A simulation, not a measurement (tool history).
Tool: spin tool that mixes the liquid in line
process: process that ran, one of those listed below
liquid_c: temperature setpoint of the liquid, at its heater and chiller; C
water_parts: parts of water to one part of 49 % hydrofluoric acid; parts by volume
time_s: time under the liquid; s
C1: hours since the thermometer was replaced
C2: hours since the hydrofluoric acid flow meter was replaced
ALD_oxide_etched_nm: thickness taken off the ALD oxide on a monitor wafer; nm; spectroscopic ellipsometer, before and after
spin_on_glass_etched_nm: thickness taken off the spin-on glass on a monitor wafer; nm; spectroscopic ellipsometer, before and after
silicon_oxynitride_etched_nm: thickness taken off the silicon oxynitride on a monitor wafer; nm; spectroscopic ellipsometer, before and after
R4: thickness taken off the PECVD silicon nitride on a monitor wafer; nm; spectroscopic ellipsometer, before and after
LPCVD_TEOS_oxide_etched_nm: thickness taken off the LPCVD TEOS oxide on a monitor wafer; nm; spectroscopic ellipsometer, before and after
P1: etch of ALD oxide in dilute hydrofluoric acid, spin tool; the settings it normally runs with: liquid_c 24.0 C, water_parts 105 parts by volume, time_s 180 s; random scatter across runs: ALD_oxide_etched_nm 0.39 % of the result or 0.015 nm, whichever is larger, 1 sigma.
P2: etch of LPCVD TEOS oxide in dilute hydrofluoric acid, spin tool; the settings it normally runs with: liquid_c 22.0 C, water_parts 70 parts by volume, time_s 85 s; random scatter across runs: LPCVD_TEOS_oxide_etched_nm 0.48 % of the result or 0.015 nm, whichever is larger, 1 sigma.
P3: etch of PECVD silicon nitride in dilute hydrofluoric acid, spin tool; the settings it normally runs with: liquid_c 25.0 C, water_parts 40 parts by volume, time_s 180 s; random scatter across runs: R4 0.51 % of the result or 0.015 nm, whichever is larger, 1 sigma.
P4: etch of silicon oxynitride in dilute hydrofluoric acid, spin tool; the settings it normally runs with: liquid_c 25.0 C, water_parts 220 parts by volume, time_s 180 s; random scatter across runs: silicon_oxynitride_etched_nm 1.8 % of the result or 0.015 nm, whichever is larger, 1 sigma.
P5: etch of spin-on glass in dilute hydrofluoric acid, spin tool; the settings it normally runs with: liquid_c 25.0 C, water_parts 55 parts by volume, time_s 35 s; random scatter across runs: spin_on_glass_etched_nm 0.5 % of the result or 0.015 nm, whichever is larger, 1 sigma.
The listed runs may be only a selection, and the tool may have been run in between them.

{"run": 1, "hour": 8.1, "process": "P1", "liquid_c": 24.0, "water_parts": 105, "time_s": 180, "C1": 439.5, "C2": 1123.1, "ALD_oxide_etched_nm": 18.241}
{"run": 2, "hour": 16.5, "process": "P5", "liquid_c": 25.0, "water_parts": 20, "time_s": 35, "C1": 447.9, "C2": 1131.5, "spin_on_glass_etched_nm": 99.307}
{"run": 3, "hour": 20.3, "process": "P1", "liquid_c": 24.0, "water_parts": 160, "time_s": 180, "C1": 451.7, "C2": 1135.3, "ALD_oxide_etched_nm": 11.205}
{"run": 4, "hour": 28.0, "process": "P1", "liquid_c": 24.0, "water_parts": 105, "time_s": 355, "C1": 459.4, "C2": 1143.0, "ALD_oxide_etched_nm": 35.771}
{"run": 5, "hour": 32.4, "process": "P4", "liquid_c": 25.0, "water_parts": 65, "time_s": 180, "C1": 463.8, "C2": 1147.4, "silicon_oxynitride_etched_nm": 4.4556}
{"run": 6, "hour": 40.3, "process": "P3", "liquid_c": 25.0, "water_parts": 40, "time_s": 295, "C1": 471.7, "C2": 1155.3, "R4": 29.445}
{"run": 7, "hour": 47.8, "process": "P3", "liquid_c": 25.0, "water_parts": 40, "time_s": 180, "C1": 479.2, "C2": 1162.8, "R4": 17.999}
{"run": 8, "hour": 56.6, "process": "P4", "liquid_c": 25.0, "water_parts": 220, "time_s": 180, "C1": 488.0, "C2": 1171.6, "silicon_oxynitride_etched_nm": 1.1266}
{"run": 9, "hour": 60.5, "process": "P1", "liquid_c": 24.0, "water_parts": 105, "time_s": 180, "C1": 491.9, "C2": 1175.5, "ALD_oxide_etched_nm": 18.109}
{"run": 10, "hour": 67.5, "process": "P5", "liquid_c": 25.0, "water_parts": 55, "time_s": 35, "C1": 498.9, "C2": 1182.5, "spin_on_glass_etched_nm": 35.11}
{"run": 11, "hour": 74.7, "process": "P1", "liquid_c": 24.0, "water_parts": 105, "time_s": 180, "C1": 506.1, "C2": 1189.7, "ALD_oxide_etched_nm": 18.152}
{"run": 12, "hour": 81.6, "process": "P4", "liquid_c": 32.0, "water_parts": 220, "time_s": 180, "C1": 513.0, "C2": 1196.6, "silicon_oxynitride_etched_nm": 1.6245}
{"run": 13, "hour": 90.3, "process": "P2", "liquid_c": 22.0, "water_parts": 70, "time_s": 85, "C1": 521.7, "C2": 1205.3, "LPCVD_TEOS_oxide_etched_nm": 58.304}
{"run": 14, "hour": 97.9, "process": "P3", "liquid_c": 33.5, "water_parts": 40, "time_s": 180, "C1": 529.3, "C2": 1212.9, "R4": 31.106}
{"run": 15, "hour": 106.1, "process": "P2", "liquid_c": 17.0, "water_parts": 70, "time_s": 85, "C1": 537.5, "C2": 1221.1, "LPCVD_TEOS_oxide_etched_nm": 46.893}
{"run": 16, "hour": 110.3, "process": "P1", "liquid_c": 24.0, "water_parts": 105, "time_s": 180, "C1": 541.7, "C2": 1225.3, "ALD_oxide_etched_nm": 18.249}
{"run": 17, "hour": 114.7, "process": "P1", "liquid_c": 31.5, "water_parts": 105, "time_s": 180, "C1": 546.1, "C2": 1229.7, "ALD_oxide_etched_nm": 24.165}
{"run": 18, "hour": 120.7, "process": "P3", "liquid_c": 25.0, "water_parts": 40, "time_s": 180, "C1": 552.1, "C2": 1235.7, "R4": 17.772}
{"run": 19, "hour": 129.2, "process": "P1", "liquid_c": 17.5, "water_parts": 105, "time_s": 180, "C1": 560.6, "C2": 1244.2, "ALD_oxide_etched_nm": 13.969}
{"run": 20, "hour": 134.0, "process": "P3", "liquid_c": 25.0, "water_parts": 20, "time_s": 180, "C1": 565.4, "C2": 1249.0, "R4": 34.825}

What will run 21 give?
{"run": 21, "hour": 138.4, "process": "P2", "liquid_c": 22.0, "water_parts": 70, "time_s": 35, "C1": 569.8, "C2": 1253.4, "LPCVD_TEOS_oxide_etched_nm": "?"}

Run 21 yielded LPCVD_TEOS_oxide_etched_nm 23.869 nm.

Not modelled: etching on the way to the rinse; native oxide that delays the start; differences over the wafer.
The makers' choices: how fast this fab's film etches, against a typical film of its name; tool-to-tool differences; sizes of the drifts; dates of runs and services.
